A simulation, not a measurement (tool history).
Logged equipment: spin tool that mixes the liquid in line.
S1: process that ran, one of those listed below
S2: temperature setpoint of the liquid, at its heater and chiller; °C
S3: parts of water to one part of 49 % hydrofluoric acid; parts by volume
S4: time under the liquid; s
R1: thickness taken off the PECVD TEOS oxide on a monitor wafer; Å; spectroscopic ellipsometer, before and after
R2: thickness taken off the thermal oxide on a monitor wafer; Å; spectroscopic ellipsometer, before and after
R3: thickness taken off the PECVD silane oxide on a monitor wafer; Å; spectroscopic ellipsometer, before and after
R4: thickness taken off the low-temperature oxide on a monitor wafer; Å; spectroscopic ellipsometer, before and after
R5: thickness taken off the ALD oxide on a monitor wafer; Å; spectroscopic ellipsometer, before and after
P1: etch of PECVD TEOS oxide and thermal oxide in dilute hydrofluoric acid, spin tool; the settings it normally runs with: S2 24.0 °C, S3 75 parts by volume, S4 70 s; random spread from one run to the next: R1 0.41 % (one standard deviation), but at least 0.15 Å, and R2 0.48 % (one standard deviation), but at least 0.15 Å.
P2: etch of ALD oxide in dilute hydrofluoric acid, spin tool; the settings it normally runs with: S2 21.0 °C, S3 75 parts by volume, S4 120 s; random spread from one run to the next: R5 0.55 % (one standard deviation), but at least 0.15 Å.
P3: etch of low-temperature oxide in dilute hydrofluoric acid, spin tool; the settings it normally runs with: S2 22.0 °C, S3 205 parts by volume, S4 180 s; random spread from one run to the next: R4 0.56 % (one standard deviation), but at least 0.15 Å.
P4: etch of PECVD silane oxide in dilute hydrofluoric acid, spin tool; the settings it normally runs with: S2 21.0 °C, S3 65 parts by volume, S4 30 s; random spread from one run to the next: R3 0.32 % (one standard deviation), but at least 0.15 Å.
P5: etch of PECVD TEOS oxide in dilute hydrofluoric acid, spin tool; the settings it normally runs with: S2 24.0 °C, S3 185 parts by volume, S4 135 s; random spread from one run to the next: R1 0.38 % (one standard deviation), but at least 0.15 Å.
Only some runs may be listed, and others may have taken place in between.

{"run": 1, "hour": 7.8, "S1": "P1", "S2": 24.0, "S3": 75, "S4": 70, "R1": 82.497, "R2": 47.015}
{"run": 2, "hour": 11.6, "S1": "P4", "S2": 21.0, "S3": 100, "S4": 30, "R3": 136.12}
{"run": 3, "hour": 19.9, "S1": "P5", "S2": 31.0, "S3": 185, "S4": 135, "R1": 90.268}
{"run": 4, "hour": 26.7, "S1": "P3", "S2": 22.0, "S3": 65, "S4": 180, "R4": 299.76}
{"run": 5, "hour": 31.2, "S1": "P5", "S2": 24.0, "S3": 185, "S4": 135, "R1": 70.054}
{"run": 6, "hour": 35.7, "S1": "P1", "S2": 29.0, "S3": 75, "S4": 15, "R1": 21.157, "R2": 12.54}
{"run": 7, "hour": 40.6, "S1": "P2", "S2": 21.0, "S3": 75, "S4": 20, "R5": 79.284}
{"run": 8, "hour": 45.1, "S1": "P2", "S2": 17.0, "S3": 75, "S4": 120, "R5": 400.36}
{"run": 9, "hour": 50.6, "S1": "P2", "S2": 21.0, "S3": 140, "S4": 120, "R5": 234.93}
{"run": 10, "hour": 57.7, "S1": "P3", "S2": 22.0, "S3": 205, "S4": 180, "R4": 81.478}
{"run": 11, "hour": 63.2, "S1": "P1", "S2": 31.5, "S3": 75, "S4": 70, "R1": 110.18, "R2": 62.444}
{"run": 12, "hour": 70.1, "S1": "P1", "S2": 24.0, "S3": 75, "S4": 105, "R1": 123.31, "R2": 70.524}
{"run": 13, "hour": 75.1, "S1": "P1", "S2": 24.0, "S3": 75, "S4": 35, "R1": 40.448, "R2": 23.774}
{"run": 14, "hour": 82.5, "S1": "P3", "S2": 22.0, "S3": 205, "S4": 180, "R4": 81.649}
{"run": 15, "hour": 90.2, "S1": "P4", "S2": 21.0, "S3": 65, "S4": 30, "R3": 217.31}
{"run": 16, "hour": 96.6, "S1": "P1", "S2": 24.0, "S3": 75, "S4": 70, "R1": 81.218, "R2": 47.122}
{"run": 17, "hour": 103.4, "S1": "P4", "S2": 28.0, "S3": 65, "S4": 30, "R3": 290.98}
{"run": 18, "hour": 108.7, "S1": "P1", "S2": 24.0, "S3": 130, "S4": 120, "R1": 76.063, "R2": 43.088}
{"run": 19, "hour": 113.5, "S1": "P1", "S2": 24.0, "S3": 140, "S4": 70, "R1": 40.914, "R2": 23.046}
{"run": 20, "hour": 119.1, "S1": "P3", "S2": 18.5, "S3": 205, "S4": 180, "R4": 71.293}
{"run": 21, "hour": 125.8, "S1": "P3", "S2": 22.0, "S3": 205, "S4": 65, "R4": 29.839}
{"run": 22, "hour": 132.2, "S1": "P1", "S2": 24.0, "S3": 75, "S4": 70, "R1": 82.197, "R2": 47.3}
{"run": 23, "hour": 137.0, "S1": "P4", "S2": 21.0, "S3": 65, "S4": 30, "R3": 218.79}
{"run": 24, "hour": 143.6, "S1": "P5", "S2": 24.0, "S3": 335, "S4": 135, "R1": 33.357}
{"run": 25, "hour": 147.7, "S1": "P5", "S2": 24.0, "S3": 185, "S4": 225, "R1": 116.69}
{"run": 26, "hour": 155.2, "S1": "P1", "S2": 24.0, "S3": 75, "S4": 70, "R1": 82.106, "R2": 46.918}
{"run": 27, "hour": 163.0, "S1": "P1", "S2": 24.0, "S3": 20, "S4": 70, "R1": 329.23, "R2": 189.35}
{"run": 28, "hour": 167.8, "S1": "P4", "S2": 21.0, "S3": 65, "S4": 15, "R3": 109.41}
{"run": 29, "hour": 172.4, "S1": "P2", "S2": 21.0, "S3": 75, "S4": 120, "R5": 472.4}
{"run": 30, "hour": 179.1, "S1": "P1", "S2": 19.5, "S3": 75, "S4": 70, "R1": 68.621, "R2": 39.412}
{"run": 31, "hour": 186.2, "S1": "P1", "S2": 24.0, "S3": 105, "S4": 130, "R1": 104.54, "R2": 60.083}
{"run": 32, "hour": 194.5, "S1": "P1", "S2": 24.0, "S3": 75, "S4": 70, "R1": 81.929, "R2": 46.611}
{"run": 33, "hour": 201.4, "S1": "P1", "S2": 24.0, "S3": 75, "S4": 70, "R1": 84.656, "R2": 48.274}
{"run": 34, "hour": 208.8, "S1": "P1", "S2": 24.0, "S3": 75, "S4": 70, "R1": 86.556, "R2": 49.896}
{"run": 35, "hour": 216.2, "S1": "P1", "S2": 24.0, "S3": 75, "S4": 70, "R1": 88.316, "R2": 50.865}
{"run": 36, "hour": 223.2, "S1": "P1", "S2": 24.0, "S3": 75, "S4": 70, "R1": 89.358, "R2": 50.858}
{"run": 37, "hour": 231.1, "S1": "P1", "S2": 24.0, "S3": 75, "S4": 70, "R1": 89.389, "R2": 51.628}
{"run": 38, "hour": 238.1, "S1": "P1", "S2": 24.0, "S3": 75, "S4": 70, "R1": 89.873, "R2": 51.476}
{"run": 39, "hour": 245.0, "S1": "P1", "S2": 24.0, "S3": 75, "S4": 70, "R1": 90.162, "R2": 51.28}

The output of P1 has drifted from where it used to be. Each of the 2 causes below, taken at the size shown beside it, accounts for the log equally well:
A: hydrofluoric acid flow above the setpoint (%) = 8.55
B: liquid hotter than its thermometer reads (K) = 2.25
At approximately hour 194.5, the process output began to creep.

Consider the 4 single-wafer check runs listed below, results given as question marks: which one distinguishes between the causes by giving clearly different results for each?
{"run": "check 1", "hour": 251.9, "S1": "P2", "S2": 21.0, "S3": 75, "S4": 80, "R5": "?"}
{"run": "check 2", "hour": 251.9, "S1": "P5", "S2": 31.0, "S3": 325, "S4": 135, "R1": "?"}
{"run": "check 3", "hour": 251.9, "S1": "P3", "S2": 22.0, "S3": 80, "S4": 110, "R4": "?"}
{"run": "check 4", "hour": 251.9, "S1": "P4", "S2": 27.5, "S3": 65, "S4": 30, "R3": "?"}

Outcome of each check run for each possible cause:
check=check_1 result=R5 if_A=345.150 if_B=346.240
check=check_2 result=R1 if_A=48.629 if_B=46.674
check=check_3 result=R4 if_A=159.820 if_B=160.060
check=check_4 result=R3 if_A=310.65 if_B=310.26
Per check, the gap between the least separated pair of causes, taken in the result that splits them most: check 1 0.31 %; check 2 4.1 %; check 3 0.15 %; check 4 0.12 %
Only in check 2 would the causes give clearly different results; in the remaining checks their results would be nearly the same.

Check 2 has now been run. It gave: R1 46.465 Å. Which of the candidate causes is it?

It is B: liquid hotter than its thermometer reads (K).

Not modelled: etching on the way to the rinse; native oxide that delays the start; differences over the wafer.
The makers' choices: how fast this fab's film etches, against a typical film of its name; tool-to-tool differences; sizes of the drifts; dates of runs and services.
